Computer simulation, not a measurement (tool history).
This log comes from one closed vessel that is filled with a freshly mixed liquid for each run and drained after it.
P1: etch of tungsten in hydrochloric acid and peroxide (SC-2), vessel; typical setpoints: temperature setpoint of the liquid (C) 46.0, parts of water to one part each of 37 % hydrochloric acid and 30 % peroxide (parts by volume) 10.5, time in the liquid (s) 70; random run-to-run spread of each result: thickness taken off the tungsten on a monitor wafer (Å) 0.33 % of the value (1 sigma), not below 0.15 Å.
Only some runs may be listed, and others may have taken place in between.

run,hour,temperature setpoint of the liquid (C),parts of water to one part each of 37 % hydrochloric acid and 30 % peroxide (parts by volume),time in the liquid (s),hours since the thermometer was replaced,hours since the chemicals flow meter was replaced,hours since the drum of peroxide was connected,thickness taken off the tungsten on a monitor wafer (Å)
1,11.8,46.0,10.5,70,270.9,307.3,1078.3,88.651
2,19.5,46.0,10.5,70,278.6,315.0,1086.0,88.787
3,31.3,46.0,10.5,70,290.4,326.8,1097.8,88.437
4,46.4,46.0,10.5,105,305.5,341.9,1112.9,132.740
5,56.5,46.0,16.0,95,315.6,352.0,1123.0,83.951
6,70.8,35.0,10.5,70,329.9,366.3,1137.3,40.489
7,82.4,39.0,10.5,40,341.5,377.9,1148.9,31.052
8,94.7,46.0,19.0,70,353.8,390.2,1161.2,52.951
# hour 101.8: new drum of peroxide connected
9,109.1,53.5,10.5,70,368.2,404.6,7.4,146.950
# hour 111.4: chemicals flow meter replaced
# hour 115.1: thermometer replaced
10,116.6,46.0,10.5,70,1.6,5.2,14.9,88.509
11,125.5,46.0,4.0,70,10.5,14.1,23.8,185.380
12,138.1,46.0,10.5,70,23.1,26.7,36.4,88.414
13,146.1,35.0,10.5,30,31.1,34.7,44.4,17.340
14,161.2,46.0,10.5,30,46.2,49.8,59.5,37.957
15,169.6,46.0,10.5,70,54.6,58.2,67.9,89.328
16,181.4,46.0,10.5,70,66.4,70.0,79.7,84.820
17,196.6,46.0,10.5,70,81.6,85.2,94.9,82.500
18,208.4,46.0,10.5,70,93.4,97.0,106.7,81.625
# hour 209.3: new drum of peroxide connected
19,224.3,46.0,10.5,70,109.3,112.9,15.0,80.900
20,232.4,46.0,10.5,70,117.4,121.0,23.1,80.354
21,248.2,46.0,10.5,70,133.2,136.8,38.9,80.100
22,257.8,46.0,10.5,70,142.8,146.4,48.5,80.030

P1 no longer gives what it gave before; its output has crept away from where it was. The following 2 causes, each at its listed size, fit the log equally well:
A: liquid colder than its thermometer reads (K) = 1.51
B: chemicals flow below the setpoint (%) = 11.5
The creep began at about hour 169.6.
Every other cause this tool's parts could produce, and why it does not fit the log:
peroxide weaker than its label (%): serviced at hour 209.3, after the drift had started, without restoring the earlier output

The 4 check runs listed below each average the results of 2 wafers, and their outcomes are marked with question marks. Under which run would the listed causes produce clearly different results?
check 1,267.4,46.0,17.0,30,,,,?
check 2,267.4,35.0,18.0,70,,,,?
check 3,267.4,35.5,4.5,70,,,,?
check 4,267.4,39.5,18.0,70,,,,?

Check results expected under each cause:
check,result,if A,if B
check 1,thickness taken off the tungsten on a monitor wafer (Å),22.550,22.409
check 2,thickness taken off the tungsten on a monitor wafer (Å),22.769,22.784
check 3,thickness taken off the tungsten on a monitor wafer (Å),72.696,74.516
check 4,thickness taken off the tungsten on a monitor wafer (Å),31.620,31.541
Gap, in per cent, between the two causes that each check separates least, read from the result that separates them most: check 1 0.63 %; check 2 0.07 %; check 3 2.47 %; check 4 0.25 %
Of the check runs offered, only check 3 discriminates between the causes; the rest would read about the same regardless of which cause applies.

Check 3 was carried out, with these results: thickness taken off the tungsten on a monitor wafer (Å) 74.668. Which of the listed causes is responsible?

The correct cause is B, namely: chemicals flow below the setpoint (%).

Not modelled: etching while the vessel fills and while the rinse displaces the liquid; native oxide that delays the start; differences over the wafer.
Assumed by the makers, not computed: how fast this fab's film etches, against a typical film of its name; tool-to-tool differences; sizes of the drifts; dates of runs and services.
